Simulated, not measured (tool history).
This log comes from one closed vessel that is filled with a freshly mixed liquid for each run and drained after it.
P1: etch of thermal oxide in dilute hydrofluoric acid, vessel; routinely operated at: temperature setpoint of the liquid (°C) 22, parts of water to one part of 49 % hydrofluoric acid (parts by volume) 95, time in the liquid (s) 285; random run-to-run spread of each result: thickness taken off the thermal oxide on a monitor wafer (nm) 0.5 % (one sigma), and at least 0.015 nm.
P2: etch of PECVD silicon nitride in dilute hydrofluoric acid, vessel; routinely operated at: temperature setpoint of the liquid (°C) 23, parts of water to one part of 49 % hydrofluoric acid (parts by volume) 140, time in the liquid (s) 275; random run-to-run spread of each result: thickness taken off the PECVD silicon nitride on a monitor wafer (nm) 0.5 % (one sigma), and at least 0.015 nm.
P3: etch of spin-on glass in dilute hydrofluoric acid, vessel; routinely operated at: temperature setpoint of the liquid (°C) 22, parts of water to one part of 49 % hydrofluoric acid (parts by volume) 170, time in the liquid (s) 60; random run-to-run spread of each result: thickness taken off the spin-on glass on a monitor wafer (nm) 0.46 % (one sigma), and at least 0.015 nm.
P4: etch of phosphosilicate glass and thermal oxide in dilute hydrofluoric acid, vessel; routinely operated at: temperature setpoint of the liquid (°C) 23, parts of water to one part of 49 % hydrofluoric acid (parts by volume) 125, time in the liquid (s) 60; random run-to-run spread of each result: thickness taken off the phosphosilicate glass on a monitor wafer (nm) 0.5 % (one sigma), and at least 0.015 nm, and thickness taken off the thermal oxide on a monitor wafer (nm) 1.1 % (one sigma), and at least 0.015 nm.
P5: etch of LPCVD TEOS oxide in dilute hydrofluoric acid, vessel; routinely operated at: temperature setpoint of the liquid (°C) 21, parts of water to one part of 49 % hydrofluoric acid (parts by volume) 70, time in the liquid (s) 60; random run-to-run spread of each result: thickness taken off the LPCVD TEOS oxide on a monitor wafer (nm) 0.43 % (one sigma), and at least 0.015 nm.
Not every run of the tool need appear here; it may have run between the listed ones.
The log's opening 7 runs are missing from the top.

run,hour,process that ran,temperature setpoint of the liquid (°C),parts of water to one part of 49 % hydrofluoric acid (parts by volume),time in the liquid (s),hours since the thermometer was replaced,hours since the hydrofluoric acid flow meter was replaced,thickness taken off the thermal oxide on a monitor wafer (nm),thickness taken off the phosphosilicate glass on a monitor wafer (nm),thickness taken off the LPCVD TEOS oxide on a monitor wafer (nm),thickness taken off the PECVD silicon nitride on a monitor wafer (nm),thickness taken off the spin-on glass on a monitor wafer (nm)
8,46.8,P4,23,195,60,991.3,887.8,1.255,25.203,,,
9,50,P1,22,95,285,994.5,891,13.411,,,,
10,56,P5,28,70,60,1000.5,897,,,25.269,,
11,61.5,P2,23,140,510,1006,902.5,,,,15.865,
12,68.4,P1,22,95,285,1012.9,909.4,13.556,,,,
13,74.9,P4,17,125,60,1019.4,915.9,1.6573,33.195,,,
14,81,P5,21,70,60,1025.5,922,,,18.962,,
15,87.1,P1,22,95,285,1031.6,928.1,13.495,,,,
16,92.3,P5,21,70,30,1036.8,933.3,,,9.4952,,
17,98.3,P3,22,170,115,1042.8,939.3,,,,,37.995
18,105.2,P5,21,40,60,1049.7,946.2,,,34.595,,
19,109.9,P3,22,275,60,1054.4,950.9,,,,,11.113
20,116.9,P3,22,170,60,1061.4,957.9,,,,,19.839
21,123.6,P1,17,95,75,1068.1,964.6,2.9033,,,,
22,129,P1,22,50,40,1073.5,970,3.8326,,,,
23,135.5,P2,31,140,275,1080,976.5,,,,13.94,
24,140.4,P1,26,95,285,1084.9,981.4,15.973,,,,
25,146.3,P1,22,95,285,1090.8,987.3,13.553,,,,
26,150.3,P1,17,95,285,1094.8,991.3,11.004,,,,
27,155.3,P1,22,95,505,1099.8,996.3,23.983,,,,
28,162.4,P3,22,170,60,1106.9,1003.4,,,,,19.959
29,168,P1,22,95,285,1112.5,1009,13.612,,,,
# hour 171: hydrofluoric acid flow meter replaced
30,173.3,P1,22,95,285,1117.8,2.3,13.642,,,,
31,177.9,P4,23,125,60,1122.4,6.9,2.0888,42.387,,,
32,181.4,P2,23,140,275,1125.9,10.4,,,,8.4995,

Forecast run 33:
33,185.9,P1,22,30,285,1130.4,14.9,?,,,,

Run 33 came out at thickness taken off the thermal oxide on a monitor wafer (nm) 46.403.
